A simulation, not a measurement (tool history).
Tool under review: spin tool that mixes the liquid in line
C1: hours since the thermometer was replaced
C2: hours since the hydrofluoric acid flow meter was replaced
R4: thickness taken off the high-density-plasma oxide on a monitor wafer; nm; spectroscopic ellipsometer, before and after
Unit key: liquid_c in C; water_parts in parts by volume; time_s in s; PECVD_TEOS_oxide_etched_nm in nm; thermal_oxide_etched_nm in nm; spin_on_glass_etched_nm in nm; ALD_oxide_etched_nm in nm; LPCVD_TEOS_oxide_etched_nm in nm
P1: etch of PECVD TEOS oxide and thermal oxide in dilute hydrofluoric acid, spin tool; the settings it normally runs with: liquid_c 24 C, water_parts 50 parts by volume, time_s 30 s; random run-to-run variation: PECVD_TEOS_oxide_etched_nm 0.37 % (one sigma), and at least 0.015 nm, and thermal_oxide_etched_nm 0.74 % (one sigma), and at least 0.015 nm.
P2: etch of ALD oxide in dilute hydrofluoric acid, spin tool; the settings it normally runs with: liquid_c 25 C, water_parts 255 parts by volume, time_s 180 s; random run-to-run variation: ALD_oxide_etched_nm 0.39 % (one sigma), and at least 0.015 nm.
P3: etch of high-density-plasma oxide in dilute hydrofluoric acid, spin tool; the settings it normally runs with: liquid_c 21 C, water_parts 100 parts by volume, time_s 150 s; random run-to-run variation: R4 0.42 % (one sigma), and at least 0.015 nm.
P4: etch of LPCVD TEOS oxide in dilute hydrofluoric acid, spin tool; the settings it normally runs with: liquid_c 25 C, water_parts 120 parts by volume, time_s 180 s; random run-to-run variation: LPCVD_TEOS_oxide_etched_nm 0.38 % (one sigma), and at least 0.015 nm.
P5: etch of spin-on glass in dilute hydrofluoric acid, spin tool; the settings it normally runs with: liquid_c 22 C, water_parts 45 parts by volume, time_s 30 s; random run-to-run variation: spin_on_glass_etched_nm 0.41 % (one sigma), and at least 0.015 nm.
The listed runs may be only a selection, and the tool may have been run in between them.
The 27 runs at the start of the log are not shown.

{"run": 28, "hour": 291.8, "process": "P4", "liquid_c": 18, "water_parts": 120, "time_s": 180, "C1": 943, "C2": 242.9, "LPCVD_TEOS_oxide_etched_nm": 33.659}
{"run": 29, "hour": 301.6, "process": "P4", "liquid_c": 25, "water_parts": 25, "time_s": 180, "C1": 952.8, "C2": 252.7, "LPCVD_TEOS_oxide_etched_nm": 241.37}
{"run": 30, "hour": 315.5, "process": "P2", "liquid_c": 25, "water_parts": 255, "time_s": 95, "C1": 966.7, "C2": 266.6, "ALD_oxide_etched_nm": 3.9012}
{"run": 31, "hour": 325.2, "process": "P5", "liquid_c": 22, "water_parts": 45, "time_s": 30, "C1": 976.4, "C2": 276.3, "spin_on_glass_etched_nm": 27.809}
{"run": 32, "hour": 336.3, "process": "P3", "liquid_c": 17, "water_parts": 100, "time_s": 150, "C1": 987.5, "C2": 287.4, "R4": 6.7329}
{"run": 33, "hour": 345.3, "process": "P1", "liquid_c": 24, "water_parts": 50, "time_s": 30, "C1": 996.5, "C2": 296.4, "PECVD_TEOS_oxide_etched_nm": 7.1365, "thermal_oxide_etched_nm": 2.9768}
{"run": 34, "hour": 352.0, "process": "P1", "liquid_c": 24, "water_parts": 50, "time_s": 30, "C1": 1003.2, "C2": 303.1, "PECVD_TEOS_oxide_etched_nm": 7.0928, "thermal_oxide_etched_nm": 2.9496}
{"run": 35, "hour": 362.5, "process": "P1", "liquid_c": 24, "water_parts": 50, "time_s": 30, "C1": 1013.7, "C2": 313.6, "PECVD_TEOS_oxide_etched_nm": 6.9667, "thermal_oxide_etched_nm": 2.8562}
{"run": 36, "hour": 375.3, "process": "P1", "liquid_c": 24, "water_parts": 50, "time_s": 30, "C1": 1026.5, "C2": 326.4, "PECVD_TEOS_oxide_etched_nm": 6.8407, "thermal_oxide_etched_nm": 2.8336}
{"run": 37, "hour": 388.4, "process": "P1", "liquid_c": 24, "water_parts": 50, "time_s": 30, "C1": 1039.6, "C2": 339.5, "PECVD_TEOS_oxide_etched_nm": 6.7367, "thermal_oxide_etched_nm": 2.7846}
{"run": 38, "hour": 400.5, "process": "P1", "liquid_c": 24, "water_parts": 50, "time_s": 30, "C1": 1051.7, "C2": 351.6, "PECVD_TEOS_oxide_etched_nm": 6.6988, "thermal_oxide_etched_nm": 2.7409}
{"run": 39, "hour": 408.8, "process": "P1", "liquid_c": 24, "water_parts": 50, "time_s": 30, "C1": 1060, "C2": 359.9, "PECVD_TEOS_oxide_etched_nm": 6.6877, "thermal_oxide_etched_nm": 2.7293}
{"run": 40, "hour": 421.8, "process": "P1", "liquid_c": 24, "water_parts": 50, "time_s": 30, "C1": 1073, "C2": 372.9, "PECVD_TEOS_oxide_etched_nm": 6.6446, "thermal_oxide_etched_nm": 2.7308}
{"run": 41, "hour": 435.6, "process": "P1", "liquid_c": 24, "water_parts": 50, "time_s": 30, "C1": 1086.8, "C2": 386.7, "PECVD_TEOS_oxide_etched_nm": 6.602, "thermal_oxide_etched_nm": 2.7208}
{"run": 42, "hour": 449.4, "process": "P1", "liquid_c": 24, "water_parts": 50, "time_s": 30, "C1": 1100.6, "C2": 400.5, "PECVD_TEOS_oxide_etched_nm": 6.6179, "thermal_oxide_etched_nm": 2.7363}
{"run": 43, "hour": 455.8, "process": "P1", "liquid_c": 24, "water_parts": 50, "time_s": 30, "C1": 1107, "C2": 406.9, "PECVD_TEOS_oxide_etched_nm": 6.5683, "thermal_oxide_etched_nm": 2.7577}

Run 44 has not been measured yet. What should we expect?
{"run": 44, "hour": 464.6, "process": "P1", "liquid_c": 24, "water_parts": 50, "time_s": 30, "C1": 1115.8, "C2": 415.7, "PECVD_TEOS_oxide_etched_nm": "?", "thermal_oxide_etched_nm": "?"}

PECVD_TEOS_oxide_etched_nm: 6.5969 nm
thermal_oxide_etched_nm: 2.7389 nm
